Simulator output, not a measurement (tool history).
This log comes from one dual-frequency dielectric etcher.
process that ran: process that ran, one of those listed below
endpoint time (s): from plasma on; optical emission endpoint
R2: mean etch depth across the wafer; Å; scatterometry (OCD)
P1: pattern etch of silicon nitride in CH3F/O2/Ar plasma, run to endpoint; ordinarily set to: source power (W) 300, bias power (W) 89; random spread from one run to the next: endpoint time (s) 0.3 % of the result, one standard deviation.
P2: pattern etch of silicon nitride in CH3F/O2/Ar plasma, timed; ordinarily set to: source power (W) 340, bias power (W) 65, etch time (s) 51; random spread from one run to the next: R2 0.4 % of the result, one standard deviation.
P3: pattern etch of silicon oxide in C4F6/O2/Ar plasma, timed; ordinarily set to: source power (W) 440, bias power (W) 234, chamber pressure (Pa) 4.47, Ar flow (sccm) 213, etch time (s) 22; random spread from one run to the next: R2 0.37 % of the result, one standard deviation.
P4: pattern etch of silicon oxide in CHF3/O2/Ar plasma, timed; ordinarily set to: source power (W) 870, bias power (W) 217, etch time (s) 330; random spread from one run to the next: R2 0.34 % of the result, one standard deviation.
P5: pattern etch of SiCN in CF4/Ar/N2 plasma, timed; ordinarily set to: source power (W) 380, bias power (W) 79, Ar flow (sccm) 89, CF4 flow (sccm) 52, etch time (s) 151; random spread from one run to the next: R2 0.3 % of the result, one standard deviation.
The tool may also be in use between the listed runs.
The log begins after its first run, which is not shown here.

Run 2, hour 22.8: process that ran P5, source power (W) 380, bias power (W) 60, Ar flow (sccm) 89, CF4 flow (sccm) 52, etch time (s) 151. Result: R2 1009.5 Å.
Run 3, hour 38.4: process that ran P3, source power (W) 440, bias power (W) 234, Ar flow (sccm) 213, etch time (s) 22, chamber pressure (Pa) 4.47. Result: R2 811.09 Å.
Run 4, hour 52.8: process that ran P1, source power (W) 300, bias power (W) 115. Result: endpoint time (s) 60.168.
Run 5, hour 61.9: process that ran P3, source power (W) 320, bias power (W) 234, Ar flow (sccm) 213, etch time (s) 22, chamber pressure (Pa) 4.47. Result: R2 717.17 Å.
Run 6, hour 76.1: process that ran P4, source power (W) 870, bias power (W) 217, etch time (s) 330. Result: R2 7997.3 Å.
Run 7, hour 84.9: process that ran P1, source power (W) 300, bias power (W) 73. Result: endpoint time (s) 70.927.
Run 8, hour 98.5: process that ran P3, source power (W) 440, bias power (W) 234, Ar flow (sccm) 213, etch time (s) 31, chamber pressure (Pa) 4.47. Result: R2 1141 Å.
Run 9, hour 113: process that ran P5, source power (W) 380, bias power (W) 79, Ar flow (sccm) 89, CF4 flow (sccm) 52, etch time (s) 83. Result: R2 610.41 Å.
Run 10, hour 128.2: process that ran P1, source power (W) 210, bias power (W) 89. Result: endpoint time (s) 75.523.
Run 11, hour 140.2: process that ran P2, source power (W) 450, bias power (W) 65, etch time (s) 51. Result: R2 369.02 Å.
Run 12, hour 147.8: process that ran P5, source power (W) 380, bias power (W) 79, Ar flow (sccm) 89, CF4 flow (sccm) 37, etch time (s) 151. Result: R2 1047.8 Å.
Run 13, hour 162.7: process that ran P1, source power (W) 250, bias power (W) 55. Result: endpoint time (s) 83.63.
Run 14, hour 174.7: process that ran P1, source power (W) 300, bias power (W) 89. Result: endpoint time (s) 66.191.
Run 15, hour 187.7: process that ran P3, source power (W) 440, bias power (W) 234, Ar flow (sccm) 272, etch time (s) 22, chamber pressure (Pa) 4.47. Result: R2 786.98 Å.
Run 16, hour 202.3: process that ran P3, source power (W) 440, bias power (W) 234, Ar flow (sccm) 213, etch time (s) 22, chamber pressure (Pa) 6.2. Result: R2 776.51 Å.
Run 17, hour 218.8: process that ran P1, source power (W) 200, bias power (W) 115. Result: endpoint time (s) 69.322.
Run 18, hour 229.8: process that ran P4, source power (W) 870, bias power (W) 217, etch time (s) 438. Result: R2 10635 Å.
Run 19, hour 241: process that ran P1, source power (W) 300, bias power (W) 89. Result: endpoint time (s) 66.188.
Run 20, hour 253.6: process that ran P2, source power (W) 340, bias power (W) 65, etch time (s) 51. Result: R2 330.69 Å.
At hour 256.3: bias power generator calibrated.
Run 21, hour 262.8: process that ran P3, source power (W) 440, bias power (W) 234, Ar flow (sccm) 213, etch time (s) 22, chamber pressure (Pa) 4.47. Result: R2 802.16 Å.
Run 22, hour 273.9: process that ran P5, source power (W) 380, bias power (W) 79, Ar flow (sccm) 89, CF4 flow (sccm) 52, etch time (s) 151. Result: R2 1108.5 Å.
Run 23, hour 283.9: process that ran P2, source power (W) 340, bias power (W) 53, etch time (s) 51. Result: R2 309.95 Å.
Run 24, hour 293.9: process that ran P5, source power (W) 540, bias power (W) 79, Ar flow (sccm) 89, CF4 flow (sccm) 52, etch time (s) 151. Result: R2 1508.3 Å.
Run 25, hour 308.8: process that ran P4, source power (W) 870, bias power (W) 304, etch time (s) 330. Result: R2 8990.7 Å.
Run 26, hour 319.2: process that ran P1, source power (W) 300, bias power (W) 89. Result: endpoint time (s) 66.531.

Run 27 comes next. What will it give?
Run 27, hour 329.8: process that ran P3, source power (W) 440, bias power (W) 326, Ar flow (sccm) 213, etch time (s) 22, chamber pressure (Pa) 4.47. Result: R2 ?.

R2: 907.44 Å
